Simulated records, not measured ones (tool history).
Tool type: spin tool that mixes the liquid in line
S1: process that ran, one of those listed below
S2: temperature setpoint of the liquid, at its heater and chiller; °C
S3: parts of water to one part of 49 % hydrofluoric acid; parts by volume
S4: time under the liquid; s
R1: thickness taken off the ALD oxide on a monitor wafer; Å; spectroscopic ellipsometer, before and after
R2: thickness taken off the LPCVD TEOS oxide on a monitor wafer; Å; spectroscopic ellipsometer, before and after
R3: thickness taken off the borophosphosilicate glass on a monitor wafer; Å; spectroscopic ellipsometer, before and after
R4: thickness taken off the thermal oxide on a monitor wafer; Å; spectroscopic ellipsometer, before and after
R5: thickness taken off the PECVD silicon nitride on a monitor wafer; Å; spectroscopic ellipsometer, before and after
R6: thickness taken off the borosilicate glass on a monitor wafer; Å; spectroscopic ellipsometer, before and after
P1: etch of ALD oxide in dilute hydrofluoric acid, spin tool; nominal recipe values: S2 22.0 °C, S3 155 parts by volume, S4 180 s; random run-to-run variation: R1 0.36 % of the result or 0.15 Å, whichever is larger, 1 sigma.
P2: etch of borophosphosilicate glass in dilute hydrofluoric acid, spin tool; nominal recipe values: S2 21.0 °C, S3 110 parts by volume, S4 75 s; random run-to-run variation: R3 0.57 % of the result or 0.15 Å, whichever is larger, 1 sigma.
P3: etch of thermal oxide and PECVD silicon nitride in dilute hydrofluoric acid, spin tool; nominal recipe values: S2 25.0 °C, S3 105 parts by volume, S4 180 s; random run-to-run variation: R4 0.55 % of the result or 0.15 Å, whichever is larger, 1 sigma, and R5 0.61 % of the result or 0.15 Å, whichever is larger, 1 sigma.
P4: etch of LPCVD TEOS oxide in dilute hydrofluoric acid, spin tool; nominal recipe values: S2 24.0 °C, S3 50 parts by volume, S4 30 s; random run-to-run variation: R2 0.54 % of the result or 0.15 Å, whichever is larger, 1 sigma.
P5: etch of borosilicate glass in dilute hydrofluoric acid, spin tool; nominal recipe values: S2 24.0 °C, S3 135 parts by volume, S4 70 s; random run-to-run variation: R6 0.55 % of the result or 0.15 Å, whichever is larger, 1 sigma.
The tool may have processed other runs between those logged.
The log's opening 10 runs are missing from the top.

run	day	S1	S2	S3	S4	R1	R2	R3	R4	R5	R6
11	2.050	P1	22.0	50	180	940.940					
12	2.292	P1	22.0	230	180	167.330					
13	2.533	P1	22.0	155	180	268.570					
14	2.754	P3	25.0	105	180				83.771	35.182	
15	2.888	P1	22.0	155	305	454.150					
16	3.112	P3	25.0	105	285				131.410	54.974	
17	3.354	P2	21.0	110	75			256.72			
18	3.467	P1	29.0	155	180	349.340					
19	3.662	P3	33.5	105	180				115.160	59.245	
20	3.846	P5	24.0	30	70						869.410
21	4.038	P3	25.0	105	180				83.677	34.939	
22	4.250	P4	24.0	50	30		107.920				
23	4.392	P4	24.0	50	15		53.696				
# day 4.483: thermometer replaced
24	4.608	P2	21.0	110	75			256.20			
25	4.742	P5	24.0	135	15						36.249
26	4.962	P5	17.5	135	70						130.050
27	5.075	P3	25.0	180	180				44.361	20.585	

Forecast run 28:
28	5.221	P5	24.0	135	70						?

R6: 168.620 Å
